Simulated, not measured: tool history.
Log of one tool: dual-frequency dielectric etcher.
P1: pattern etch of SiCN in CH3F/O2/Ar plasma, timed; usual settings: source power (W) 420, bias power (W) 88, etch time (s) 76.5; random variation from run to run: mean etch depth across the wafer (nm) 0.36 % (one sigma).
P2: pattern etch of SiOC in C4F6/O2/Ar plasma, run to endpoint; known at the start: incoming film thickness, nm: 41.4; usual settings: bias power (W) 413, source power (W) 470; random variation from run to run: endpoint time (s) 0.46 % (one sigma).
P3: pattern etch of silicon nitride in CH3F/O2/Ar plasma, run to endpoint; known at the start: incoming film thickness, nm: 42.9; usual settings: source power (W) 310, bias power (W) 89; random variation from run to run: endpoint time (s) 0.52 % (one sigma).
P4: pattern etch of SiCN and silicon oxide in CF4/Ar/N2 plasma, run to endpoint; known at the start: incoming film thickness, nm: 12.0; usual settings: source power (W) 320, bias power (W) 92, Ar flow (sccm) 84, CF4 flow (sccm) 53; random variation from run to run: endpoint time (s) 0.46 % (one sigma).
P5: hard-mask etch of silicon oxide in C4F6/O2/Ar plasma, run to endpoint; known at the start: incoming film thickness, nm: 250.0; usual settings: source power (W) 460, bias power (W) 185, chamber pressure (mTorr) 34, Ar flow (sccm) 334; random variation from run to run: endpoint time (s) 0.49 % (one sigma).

run	hour	process that ran	source power (W)	bias power (W)	etch time (s)	Ar flow (sccm)	CF4 flow (sccm)	chamber pressure (mTorr)	hours since the last wet clean	hours since the last source power generator calibration	hours since the last bias power generator calibration	mean etch depth across the wafer (nm)	endpoint time (s)
1	2.3	P1	420	88	76.5				305.9	1195.6	1355.5	29.783	
2	4.6	P1	420	88	76.5				308.2	1197.9	1357.8	30.016	
3	8.9	P4	320	68		84	53		312.5	1202.2	1362.1		18.972
4	11.8	P3	200	89					315.4	1205.1	1365.0		74.474
5	16.1	P1	420	116	46.5				319.7	1209.4	1369.3	20.126	
6	18.8	P2	270	413					322.4	1212.1	1372.0		17.037
7	21.4	P3	310	89					325.0	1214.7	1374.6		63.724
8	23.9	P4	320	92		84	75		327.5	1217.2	1377.1		16.215
9	27.7	P1	420	102	59.0				331.3	1221.0	1380.9	24.231	
10	30.1	P3	310	55					333.7	1223.4	1383.3		74.072
11	33.1	P1	420	88	60.0				336.7	1226.4	1386.3	23.504	
12	37.8	P4	430	92		84	53		341.4	1231.1	1391.0		13.116
13	41.1	P1	420	88	102.5				344.7	1234.4	1394.3	39.851	
# hour 45.7: wet clean of the chamber
14	45.9	P5	620	185		334		34	0.3	1239.2	1399.1		66.134
15	50.4	P2	470	413					4.8	1243.7	1403.6		13.805
16	53.0	P4	320	92		62	53		7.4	1246.3	1406.2		16.363
17	57.0	P1	420	121	76.5				11.4	1250.3	1410.2	33.771	
18	59.3	P1	420	88	76.5				13.7	1252.6	1412.5	29.936	
19	63.9	P1	420	62	45.0				18.3	1257.2	1417.1	15.537	
20	66.5	P1	260	88	76.5				20.9	1259.8	1419.7	24.995	
21	70.7	P5	460	185		334		34	25.1	1264.0	1423.9		73.671
22	74.8	P5	460	258		334		34	29.2	1268.1	1428.0		66.390
23	79.2	P1	420	88	76.5				33.6	1272.5	1432.4	29.780	
24	81.6	P4	320	92		84	53		36.0	1274.9	1434.8		17.075
# hour 85.0: bias power generator calibrated
25	85.7	P2	470	566					40.1	1279.0	0.7		12.431
26	89.9	P1	420	88	76.5				44.3	1283.2	4.9	29.845	
27	94.5	P1	420	88	76.5				48.9	1287.8	9.5	29.710	
28	99.1	P1	420	88	76.5				53.5	1292.4	14.1	30.100	
29	101.4	P5	460	185		453		34	55.8	1294.7	16.4		76.092
30	105.9	P5	460	185		334		34	60.3	1299.2	20.9		73.986
31	108.8	P2	470	413					63.2	1302.1	23.8		13.853
32	111.2	P1	420	55	76.5				65.6	1304.5	26.2	25.383	

Run 33 comes next. What will it give?
33	115.1	P1	550	88	76.5				69.5	1308.4	30.1	?	

Run 33 gave mean etch depth across the wafer (nm) 32.964.

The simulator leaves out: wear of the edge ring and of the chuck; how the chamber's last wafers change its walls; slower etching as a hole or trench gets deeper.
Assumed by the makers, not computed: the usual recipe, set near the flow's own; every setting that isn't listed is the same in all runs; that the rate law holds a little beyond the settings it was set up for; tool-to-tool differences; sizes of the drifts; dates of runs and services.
